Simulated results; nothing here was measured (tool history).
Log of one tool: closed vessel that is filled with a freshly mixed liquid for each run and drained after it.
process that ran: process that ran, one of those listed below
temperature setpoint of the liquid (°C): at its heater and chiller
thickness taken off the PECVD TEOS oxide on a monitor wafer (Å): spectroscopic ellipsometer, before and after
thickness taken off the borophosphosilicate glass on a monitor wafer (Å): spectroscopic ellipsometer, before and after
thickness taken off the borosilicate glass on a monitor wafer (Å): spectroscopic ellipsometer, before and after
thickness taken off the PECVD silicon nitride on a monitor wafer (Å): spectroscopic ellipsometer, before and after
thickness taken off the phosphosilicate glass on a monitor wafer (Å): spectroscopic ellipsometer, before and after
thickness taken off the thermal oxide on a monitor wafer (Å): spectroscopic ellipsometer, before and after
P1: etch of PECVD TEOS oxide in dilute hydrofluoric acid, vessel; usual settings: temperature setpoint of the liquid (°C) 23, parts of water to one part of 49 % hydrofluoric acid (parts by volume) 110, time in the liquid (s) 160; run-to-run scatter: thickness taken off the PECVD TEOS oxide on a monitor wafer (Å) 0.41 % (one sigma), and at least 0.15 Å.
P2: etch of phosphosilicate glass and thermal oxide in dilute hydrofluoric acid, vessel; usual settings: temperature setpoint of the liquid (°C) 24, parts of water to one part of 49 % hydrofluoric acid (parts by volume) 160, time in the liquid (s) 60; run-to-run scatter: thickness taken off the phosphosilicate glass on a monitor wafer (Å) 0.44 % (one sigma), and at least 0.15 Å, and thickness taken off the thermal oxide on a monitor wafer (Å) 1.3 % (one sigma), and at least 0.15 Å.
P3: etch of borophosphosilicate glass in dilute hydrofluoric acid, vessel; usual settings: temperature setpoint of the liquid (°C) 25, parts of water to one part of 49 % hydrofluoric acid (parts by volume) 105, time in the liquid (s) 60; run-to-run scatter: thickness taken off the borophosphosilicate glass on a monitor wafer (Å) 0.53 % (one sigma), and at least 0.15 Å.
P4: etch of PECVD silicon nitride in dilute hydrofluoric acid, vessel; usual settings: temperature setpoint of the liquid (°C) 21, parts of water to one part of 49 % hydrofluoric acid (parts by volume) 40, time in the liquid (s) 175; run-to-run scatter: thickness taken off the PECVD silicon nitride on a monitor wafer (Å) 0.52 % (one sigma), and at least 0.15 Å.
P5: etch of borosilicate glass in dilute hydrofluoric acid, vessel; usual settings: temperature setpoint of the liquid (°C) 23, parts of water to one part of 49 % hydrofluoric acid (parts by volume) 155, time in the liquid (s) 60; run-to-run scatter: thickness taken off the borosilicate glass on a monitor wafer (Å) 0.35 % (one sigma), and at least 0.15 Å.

| run | hour | process that ran | temperature setpoint of the liquid (°C) | parts of water to one part of 49 % hydrofluoric acid (parts by volume) | time in the liquid (s) | hours since the thermometer was replaced | hours since the hydrofluoric acid flow meter was replaced | thickness taken off the PECVD TEOS oxide on a monitor wafer (Å) | thickness taken off the borophosphosilicate glass on a monitor wafer (Å) | thickness taken off the borosilicate glass on a monitor wafer (Å) | thickness taken off the PECVD silicon nitride on a monitor wafer (Å) | thickness taken off the phosphosilicate glass on a monitor wafer (Å) | thickness taken off the thermal oxide on a monitor wafer (Å) |
|---|---|---|---|---|---|---|---|---|---|---|---|---|---|
| 1 | 6.3 | P1 | 23 | 110 | 160 | 430.2 | 131.4 | 270.05 |  |  |  |  |  |
| 2 | 12.6 | P1 | 23 | 110 | 160 | 436.5 | 137.7 | 269.9 |  |  |  |  |  |
| 3 | 22.1 | P1 | 23 | 110 | 160 | 446 | 147.2 | 270.9 |  |  |  |  |  |
| 4 | 27.3 | P3 | 25 | 105 | 85 | 451.2 | 152.4 |  | 381.42 |  |  |  |  |
| 5 | 35.4 | P3 | 25 | 40 | 60 | 459.3 | 160.5 |  | 758.6 |  |  |  |  |
| 6 | 41.4 | P5 | 23 | 155 | 60 | 465.3 | 166.5 |  |  | 101.91 |  |  |  |
| 7 | 46.1 | P4 | 21 | 40 | 175 | 470 | 171.2 |  |  |  | 151.96 |  |  |
| 8 | 51.7 | P5 | 23 | 155 | 60 | 475.6 | 176.8 |  |  | 102.73 |  |  |  |
| 9 | 59.9 | P1 | 23 | 110 | 160 | 483.8 | 185 | 269.06 |  |  |  |  |  |
| 10 | 68.4 | P1 | 23 | 110 | 305 | 492.3 | 193.5 | 514.59 |  |  |  |  |  |
| 11 | 76.6 | P2 | 24 | 245 | 60 | 500.5 | 201.7 |  |  |  |  | 359.52 | 9.8463 |
| 12 | 87 | P5 | 23 | 155 | 30 | 510.9 | 212.1 |  |  | 51.41 |  |  |  |
| 13 | 93.5 | P4 | 21 | 40 | 90 | 517.4 | 218.6 |  |  |  | 78.542 |  |  |
| 14 | 99 | P3 | 25 | 105 | 60 | 522.9 | 224.1 |  | 266.37 |  |  |  |  |
| 15 | 104 | P2 | 29 | 160 | 60 | 527.9 | 229.1 |  |  |  |  | 722.57 | 20.53 |
| 16 | 109 | P5 | 27 | 155 | 60 | 532.9 | 234.1 |  |  | 118.05 |  |  |  |
| 17 | 116 | P2 | 24 | 160 | 30 | 539.9 | 241.1 |  |  |  |  | 300.27 | 8.6017 |
| 18 | 125.1 | P4 | 17 | 40 | 175 | 549 | 250.2 |  |  |  | 114.67 |  |  |
| 19 | 135.7 | P2 | 24 | 160 | 60 | 559.6 | 260.8 |  |  |  |  | 602.06 | 16.949 |
| 20 | 141.4 | P1 | 17 | 110 | 160 | 565.3 | 266.5 | 211.29 |  |  |  |  |  |
| 21 | 151 | P3 | 21 | 105 | 60 | 574.9 | 276.1 |  | 230.9 |  |  |  |  |
| 22 | 156.2 | P1 | 23 | 30 | 160 | 580.1 | 281.3 | 1094.7 |  |  |  |  |  |
| 23 | 166.6 | P1 | 23 | 200 | 160 | 590.5 | 291.7 | 134.12 |  |  |  |  |  |
| 24 | 173.7 | P5 | 23 | 75 | 60 | 597.6 | 298.8 |  |  | 231.7 |  |  |  |
| 25 | 179 | P1 | 23 | 110 | 30 | 602.9 | 304.1 | 50.048 |  |  |  |  |  |
| 26 | 186.5 | P2 | 24 | 160 | 60 | 610.4 | 311.6 |  |  |  |  | 605.49 | 17.301 |
| 27 | 193.8 | P1 | 23 | 110 | 160 | 617.7 | 318.9 | 269.15 |  |  |  |  |  |
| 28 | 202 | P4 | 21 | 40 | 175 | 625.9 | 327.1 |  |  |  | 153.08 |  |  |
| 29 | 207.6 | P4 | 21 | 70 | 175 | 631.5 | 332.7 |  |  |  | 88.273 |  |  |
| 30 | 212.3 | P1 | 18 | 75 | 160 | 636.2 | 337.4 | 335.94 |  |  |  |  |  |
| 31 | 219.1 | P1 | 23 | 110 | 160 | 643 | 344.2 | 268.25 |  |  |  |  |  |
| 32 | 224.4 | P1 | 31 | 110 | 160 | 648.3 | 349.5 | 366.28 |  |  |  |  |  |
| 33 | 233.1 | P1 | 23 | 110 | 160 | 657 | 358.2 | 269.93 |  |  |  |  |  |
| 34 | 240.4 | P1 | 23 | 110 | 160 | 664.3 | 365.5 | 282.8 |  |  |  |  |  |
| 35 | 247.6 | P1 | 23 | 110 | 160 | 671.5 | 372.7 | 287.04 |  |  |  |  |  |
| 36 | 253.1 | P1 | 23 | 110 | 160 | 677 | 378.2 | 291.14 |  |  |  |  |  |
| 37 | 257.8 | P1 | 23 | 110 | 160 | 681.7 | 382.9 | 292.74 |  |  |  |  |  |
| 38 | 265.6 | P1 | 23 | 110 | 160 | 689.5 | 390.7 | 294.66 |  |  |  |  |  |
| 39 | 272.2 | P1 | 23 | 110 | 160 | 696.1 | 397.3 | 291.6 |  |  |  |  |  |
| 40 | 277 | P1 | 23 | 110 | 160 | 700.9 | 402.1 | 295.43 |  |  |  |  |  |

What P1 gives has crept away from where it was. These 2 causes fit the log equally well, each at the size given:
A: liquid hotter than its thermometer reads (K) = 2.24
B: hydrofluoric acid flow above the setpoint (%) = 8.1
The creep began at about hour 233.1.

4 check runs are offered, one wafer each, their results left as question marks. Which one tells the causes apart?
| check 1 | 281.8 | P4 | 21 | 40 | 175 |  |  |  |  |  | ? |  |  |
| check 2 | 281.8 | P3 | 25 | 105 | 60 |  |  |  | ? |  |  |  |  |
| check 3 | 281.8 | P5 | 23 | 155 | 60 |  |  |  |  | ? |  |  |  |
| check 4 | 281.8 | P2 | 24 | 160 | 60 |  |  |  |  |  |  | ? | ? |

What each check would give under each cause:
| check | result | if A | if B |
|---|---|---|---|
| check 1 | thickness taken off the PECVD silicon nitride on a monitor wafer (Å) | 177.45 | 164.08 |
| check 2 | thickness taken off the borophosphosilicate glass on a monitor wafer (Å) | 292.08 | 292.4 |
| check 3 | thickness taken off the borosilicate glass on a monitor wafer (Å) | 111.07 | 111.69 |
| check 4 | thickness taken off the phosphosilicate glass on a monitor wafer (Å) | 655.04 | 659.94 |
| check 4 | thickness taken off the thermal oxide on a monitor wafer (Å) | 18.39 | 18.527 |
How far apart the two closest causes lie, in the result that separates them most: check 1 7.83 %; check 2 0.11 %; check 3 0.56 %; check 4 0.75 %
Only check 1 tells the causes apart: in the others they would give nearly the same result.

Then check 1 was run and gave: thickness taken off the PECVD silicon nitride on a monitor wafer (Å) 176.38. Which cause is it?

It is A: liquid hotter than its thermometer reads (K).
